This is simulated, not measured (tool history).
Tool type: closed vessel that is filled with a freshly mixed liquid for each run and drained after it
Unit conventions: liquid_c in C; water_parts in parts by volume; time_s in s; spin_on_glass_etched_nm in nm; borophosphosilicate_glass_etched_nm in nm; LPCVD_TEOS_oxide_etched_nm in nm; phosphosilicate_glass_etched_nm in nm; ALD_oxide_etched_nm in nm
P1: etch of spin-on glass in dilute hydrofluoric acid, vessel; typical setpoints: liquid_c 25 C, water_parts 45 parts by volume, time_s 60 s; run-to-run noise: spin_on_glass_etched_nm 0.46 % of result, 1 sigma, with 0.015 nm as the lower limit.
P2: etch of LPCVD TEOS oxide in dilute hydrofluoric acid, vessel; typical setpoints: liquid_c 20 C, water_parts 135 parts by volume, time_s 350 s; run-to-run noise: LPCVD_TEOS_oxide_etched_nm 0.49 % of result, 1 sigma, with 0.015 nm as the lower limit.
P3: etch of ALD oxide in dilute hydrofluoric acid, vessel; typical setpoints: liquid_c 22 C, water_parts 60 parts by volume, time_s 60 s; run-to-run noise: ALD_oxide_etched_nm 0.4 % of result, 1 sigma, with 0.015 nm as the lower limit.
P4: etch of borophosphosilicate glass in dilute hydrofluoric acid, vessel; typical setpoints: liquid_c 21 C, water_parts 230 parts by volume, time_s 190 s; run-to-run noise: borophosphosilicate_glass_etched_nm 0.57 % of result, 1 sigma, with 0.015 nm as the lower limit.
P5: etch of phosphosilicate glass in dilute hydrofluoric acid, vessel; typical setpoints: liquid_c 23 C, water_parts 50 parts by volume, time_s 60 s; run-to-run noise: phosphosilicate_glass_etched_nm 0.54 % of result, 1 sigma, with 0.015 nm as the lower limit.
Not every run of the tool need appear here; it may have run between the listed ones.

run   hour  process  liquid_c  water_parts  time_s  hours since the thermometer was replaced  hours since the hydrofluoric acid flow meter was replaced  spin_on_glass_etched_nm  borophosphosilicate_glass_etched_nm  LPCVD_TEOS_oxide_etched_nm  phosphosilicate_glass_etched_nm  ALD_oxide_etched_nm
  1      8       P1        25           45      60                                    1783.7                                                     1170.3                   75.849
  2   21.9       P4        21          230     315                                    1797.6                                                     1184.2                                                        61.826
  3   31.7       P2        20          135     350                                    1807.4                                                       1194                                                                                     59.91
  4   46.1       P1      19.5           75      60                                    1821.8                                                     1208.4                   35.082
  5   57.9       P5        23           50      60                                    1833.6                                                     1220.2                                                                                                                     73.244
  6   71.5       P3        22           60      30                                    1847.2                                                     1233.8                                                                                                                                          6.5339
  7   84.8       P1        25           20      60                                    1860.5                                                     1247.1                   178.06
  8  102.2       P2        17          135     350                                    1877.9                                                     1264.5                                                                                    53.007
  9    119       P4        21          230     190                                    1894.7                                                     1281.3                                                        36.971
 10  136.8       P5      28.5           50      60                                    1912.5                                                     1299.1                                                                                                                      92.54
 11  147.1       P1        25           65      60                                    1922.8                                                     1309.4                   51.396
 12  156.6       P1        25           45      60                                    1932.3                                                     1318.9                   75.704
 13  166.3       P1      32.5           45      60                                      1942                                                     1328.6                    102.4
 14  181.1       P1        25           45      60                                    1956.8                                                     1343.4                    76.45
 15    191       P4        27          230     190                                    1966.7                                                     1353.3                                                        46.089
 16  201.5       P2        20          135      30                                    1977.2                                                     1363.8                                                                                    5.1244
 17  212.7       P1      21.5           45      60                                    1988.4                                                       1375                   65.753
 18  229.8       P1        25           45      30                                    2005.5                                                     1392.1                    38.26
 19  238.7       P1        31           45      30                                    2014.4                                                       1401                   48.421
 20  254.6       P3      27.5           60      60                                    2030.3                                                     1416.9                                                                                                                                          16.294
 21  271.3       P2        20           85     350                                      2047                                                     1433.6                                                                                    99.862
 22  284.1       P5        23           50      90                                    2059.8                                                     1446.4                                                                                                                     111.84
 23  297.1       P1        25           45      60                                    2072.8                                                     1459.4                   76.006
 24  311.1       P3        22           20      60                                    2086.8                                                     1473.4                                                                                                                                          41.117
 25  324.3       P4        21          405     190                                      2100                                                     1486.6                                                        18.031
 26  342.4       P1        25           45      60                                    2118.1                                                     1504.7                   76.189
 27  356.3       P3        22           60      60                                      2132                                                     1518.6                                                                                                                                          13.071
 28  364.5       P4        21          230     190                                    2140.2                                                     1526.8                                                        36.923
 29  376.4       P1        25           45      60                                    2152.1                                                     1538.7                    76.18
 30  394.2       P5        23           20      60                                    2169.9                                                     1556.5                                                                                                                     191.55
 31  402.4       P2        20          135     350                                    2178.1                                                     1564.7                                                                                    59.999
 32  416.7       P1        25           45     110                                    2192.4                                                       1579                   138.98
 33  427.9       P1        25           45      60                                    2203.6                                                     1590.2                    76.14
 34  445.5       P1        25           45      60                                    2221.2                                                     1607.8                    79.24
 35  460.6       P1        25           45      60                                    2236.3                                                     1622.9                   80.471
 36  474.2       P1        25           45      60                                    2249.9                                                     1636.5                   81.394
 37  491.7       P1        25           45      60                                    2267.4                                                       1654                   81.778
 38  502.5       P1        25           45      60                                    2278.2                                                     1664.8                   82.257
 39  510.4       P1        25           45      60                                    2286.1                                                     1672.7                    81.66
 40  521.6       P1        25           45      60                                    2297.3                                                     1683.9                   81.952

The output of P1 has drifted from where it used to be. Each of the 2 causes below, taken at the size shown beside it, accounts for the log equally well:
A: hydrofluoric acid flow above the setpoint (%) = 7.36
B: liquid hotter than its thermometer reads (K) = 1.86
The gradual shift began around hour 427.9.

Which of the 4 check runs listed below, each an average over 2 wafers with its results shown as question marks, gives clearly different results under the different listed causes?
check 1  532.8       P4      24.5          400     190                                                                                                                                                                  ?
check 2  532.8       P5        27           20      60                                                                                                                                                                                                                               ?
check 3  532.8       P2        17          135     350                                                                                                                                                                                              ?
check 4  532.8       P3      25.5           60      60                                                                                                                                                                                                                                                    ?

Predicted outcomes, by check and by cause:
  check                               result    if A    if B
check 1  borophosphosilicate_glass_etched_nm  22.611  21.809
check 2      phosphosilicate_glass_etched_nm  243.57  244.39
check 3           LPCVD_TEOS_oxide_etched_nm  57.464  57.237
check 4                  ALD_oxide_etched_nm  16.267  16.233
Per check, the gap between the least separated pair of causes, taken in the result that splits them most: check 1 3.62 %; check 2 0.33 %; check 3 0.4 %; check 4 0.21 %
Check 1 tells the causes apart: in the others they would give nearly the same result.

Check 1 has now been run. It gave: borophosphosilicate_glass_etched_nm 21.775 nm. Which of the candidate causes is it?

It was cause B: liquid hotter than its thermometer reads (K).

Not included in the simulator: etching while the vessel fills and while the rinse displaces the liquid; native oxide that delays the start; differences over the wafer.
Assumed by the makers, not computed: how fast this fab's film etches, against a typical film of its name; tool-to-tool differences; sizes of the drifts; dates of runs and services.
